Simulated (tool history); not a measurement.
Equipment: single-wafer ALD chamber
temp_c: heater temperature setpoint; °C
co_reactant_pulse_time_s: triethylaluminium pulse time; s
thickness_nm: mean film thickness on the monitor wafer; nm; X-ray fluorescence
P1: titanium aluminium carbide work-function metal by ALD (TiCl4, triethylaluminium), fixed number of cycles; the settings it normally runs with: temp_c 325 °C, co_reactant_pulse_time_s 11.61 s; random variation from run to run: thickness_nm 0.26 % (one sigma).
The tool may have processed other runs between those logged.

| run | hour | temp_c | co_reactant_pulse_time_s | hours since the last thermocouple change | hours since the last triethylaluminium bottle change | thickness_nm |
|---|---|---|---|---|---|---|
| 1 | 3.9 | 325 | 11.61 | 1079 | 418 | 2.2913 |
| 2 | 10.1 | 325 | 5 | 1085.2 | 424.2 | 1.9105 |
| 3 | 13.3 | 325 | 18.1 | 1088.4 | 427.4 | 2.3218 |
| 4 | 16.6 | 300 | 11.61 | 1091.7 | 430.7 | 2.0576 |
| 5 | 20.8 | 347 | 15.79 | 1095.9 | 434.9 | 2.5187 |
| 6 | 25.3 | 340 | 11.61 | 1100.4 | 439.4 | 2.4222 |
| 7 | 28.5 | 325 | 11.61 | 1103.6 | 442.6 | 2.2843 |
| 8 | 33 | 310 | 5.61 | 1108.1 | 447.1 | 1.8638 |
| 9 | 37.5 | 325 | 11.61 | 1112.6 | 451.6 | 2.2793 |
| 10 | 42.3 | 325 | 11.61 | 1117.4 | 456.4 | 2.2714 |
| 11 | 48.3 | 325 | 11.61 | 1123.4 | 462.4 | 2.2889 |
| 12 | 54.4 | 325 | 11.61 | 1129.5 | 468.5 | 2.2755 |
| 13 | 59 | 325 | 11.61 | 1134.1 | 473.1 | 2.2717 |
| 14 | 65.1 | 325 | 11.61 | 1140.2 | 479.2 | 2.2525 |
| 15 | 70.2 | 325 | 11.61 | 1145.3 | 484.3 | 2.256 |
| 16 | 75.6 | 325 | 11.61 | 1150.7 | 489.7 | 2.2593 |
| 17 | 80.4 | 325 | 11.61 | 1155.5 | 494.5 | 2.256 |
| 18 | 85.1 | 325 | 11.61 | 1160.2 | 499.2 | 2.2523 |
| 19 | 91 | 325 | 11.61 | 1166.1 | 505.1 | 2.26 |
| 20 | 95.1 | 325 | 11.61 | 1170.2 | 509.2 | 2.2513 |
| 21 | 98.6 | 325 | 11.61 | 1173.7 | 512.7 | 2.2485 |

Predict the results of run 22:
| 22 | 103.6 | 325 | 11.61 | 1178.7 | 517.7 | ? |

thickness_nm: 2.2531 nm

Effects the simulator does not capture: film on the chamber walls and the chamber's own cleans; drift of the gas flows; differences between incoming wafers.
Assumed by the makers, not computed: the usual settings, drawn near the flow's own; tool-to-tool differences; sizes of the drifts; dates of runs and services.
